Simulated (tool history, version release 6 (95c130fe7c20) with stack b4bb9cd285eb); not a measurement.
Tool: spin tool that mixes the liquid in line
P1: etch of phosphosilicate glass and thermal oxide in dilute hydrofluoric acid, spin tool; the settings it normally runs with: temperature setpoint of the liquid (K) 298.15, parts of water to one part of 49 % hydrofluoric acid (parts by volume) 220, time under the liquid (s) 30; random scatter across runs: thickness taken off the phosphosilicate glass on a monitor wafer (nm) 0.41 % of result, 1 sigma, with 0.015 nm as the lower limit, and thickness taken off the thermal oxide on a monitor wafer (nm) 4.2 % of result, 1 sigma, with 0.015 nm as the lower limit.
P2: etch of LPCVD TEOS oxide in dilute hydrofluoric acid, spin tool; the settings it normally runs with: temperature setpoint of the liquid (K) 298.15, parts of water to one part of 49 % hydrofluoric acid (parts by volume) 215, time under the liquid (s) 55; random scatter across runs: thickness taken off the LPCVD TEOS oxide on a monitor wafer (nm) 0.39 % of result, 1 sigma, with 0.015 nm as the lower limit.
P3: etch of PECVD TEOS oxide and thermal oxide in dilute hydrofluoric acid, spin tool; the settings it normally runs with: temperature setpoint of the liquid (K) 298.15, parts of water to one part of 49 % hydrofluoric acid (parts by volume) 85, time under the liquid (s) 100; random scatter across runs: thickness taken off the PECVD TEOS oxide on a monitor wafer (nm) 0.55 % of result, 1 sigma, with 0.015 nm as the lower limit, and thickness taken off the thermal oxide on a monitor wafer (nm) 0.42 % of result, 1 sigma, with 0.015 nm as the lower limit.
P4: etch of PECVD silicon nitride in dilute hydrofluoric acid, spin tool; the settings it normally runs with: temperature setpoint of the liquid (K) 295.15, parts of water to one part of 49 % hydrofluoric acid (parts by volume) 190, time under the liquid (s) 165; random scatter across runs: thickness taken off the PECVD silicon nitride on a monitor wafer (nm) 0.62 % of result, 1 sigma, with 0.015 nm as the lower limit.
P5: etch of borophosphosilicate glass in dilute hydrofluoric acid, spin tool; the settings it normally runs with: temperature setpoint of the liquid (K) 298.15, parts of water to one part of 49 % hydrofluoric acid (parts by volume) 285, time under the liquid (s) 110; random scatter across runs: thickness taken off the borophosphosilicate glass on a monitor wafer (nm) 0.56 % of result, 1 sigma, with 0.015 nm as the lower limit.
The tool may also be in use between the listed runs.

run   hour  process that ran  temperature setpoint of the liquid (K)  parts of water to one part of 49 % hydrofluoric acid (parts by volume)  time under the liquid (s)  hours since the thermometer was replaced  hours since the hydrofluoric acid flow meter was replaced  thickness taken off the phosphosilicate glass on a monitor wafer (nm)  thickness taken off the thermal oxide on a monitor wafer (nm)  thickness taken off the LPCVD TEOS oxide on a monitor wafer (nm)  thickness taken off the borophosphosilicate glass on a monitor wafer (nm)  thickness taken off the PECVD TEOS oxide on a monitor wafer (nm)  thickness taken off the PECVD silicon nitride on a monitor wafer (nm)
  1   14.1                P1                                  298.15                                                                     220                         30                                     375.8                                                      271.6                                                                 24.365                                                        0.52140
  2   29.4                P1                                  292.15                                                                     220                         30                                     391.1                                                      286.9                                                                 19.453                                                        0.46151
  3   37.1                P1                                  298.15                                                                     220                         30                                     398.8                                                      294.6                                                                 24.364                                                        0.50660
  4   45.9                P2                                  298.15                                                                     215                         90                                     407.6                                                      303.4                                                                                                                                                                                                 13.6310
  5   55.3                P2                                  298.15                                                                     305                         55                                     417.0                                                      312.8                                                                                                                                                                                                  5.3056
  6   68.9                P5                                  298.15                                                                     285                         40                                     430.6                                                      326.4                                                                                                                                                                                                                                                                             5.5172
  7   85.9                P3                                  298.15                                                                      50                        100                                     447.6                                                      343.4                                                                                                                              10.61900                                                                                                                                                                                                        26.1190
  8   97.8                P1                                  298.15                                                                     220                         30                                     459.5                                                      355.3                                                                 24.481                                                        0.57768
  9  108.5                P3                                  298.15                                                                      85                        100                                     470.2                                                      366.0                                                                                                                               5.99050                                                                                                                                                                                                        14.6430
 10  122.4                P3                                  306.15                                                                      85                        100                                     484.1                                                      379.9                                                                                                                               8.12370                                                                                                                                                                                                        19.9070
 11  136.4                P1                                  298.15                                                                     325                         30                                     498.1                                                      393.9                                                                 14.875                                                        0.32560
 12  152.2                P1                                  298.15                                                                      55                         30                                     513.9                                                      409.7                                                                119.760                                                        2.52630
 13  161.8                P4                                  290.15                                                                     190                        165                                     523.5                                                      419.3                                                                                                                                                                                                                                                                                                                                                                                                                     3.08300
 14  177.7                P3                                  298.15                                                                      85                        100                                     539.4                                                      435.2                                                                                                                               5.98320                                                                                                                                                                                                        14.6520
 15  194.0                P2                                  298.15                                                                     215                         55                                     555.7                                                      451.5                                                                                                                                                                                                  8.2523
 16  204.1                P4                                  295.15                                                                     190                        165                                     565.8                                                      461.6                                                                                                                                                                                                                                                                                                                                                                                                                     4.26580
 17  217.1                P1                                  298.15                                                                     220                         15                                     578.8                                                      474.6                                                                 12.255                                                        0.25433
 18  225.7                P1                                  302.15                                                                     220                         30                                     587.4                                                      483.2                                                                 28.163                                                        0.64537
 19  240.6                P3                                  298.15                                                                      85                         30                                     602.3                                                      498.1                                                                                                                               1.78550                                                                                                                                                                                                         4.4661
 20  255.7                P4                                  295.15                                                                     190                         30                                     617.4                                                      513.2                                                                                                                                                                                                                                                                                                                                                                                                                     0.76869
 21  267.2                P1                                  298.15                                                                     220                         50                                     628.9                                                      524.7                                                                 40.577                                                        0.93236
 22  280.7                P4                                  295.15                                                                     320                        165                                     642.4                                                      538.2                                                                                                                                                                                                                                                                                                                                                                                                                     2.59560

Estimate the outcome of run 23 from the log above:
 23  294.0                P5                                  298.15                                                                     285                        110                                     655.7                                                      551.5                                                                                                                                                                                                                                                                                  ?

{"run 23": {"thickness taken off the borophosphosilicate glass on a monitor wafer (nm)": 15.261}}
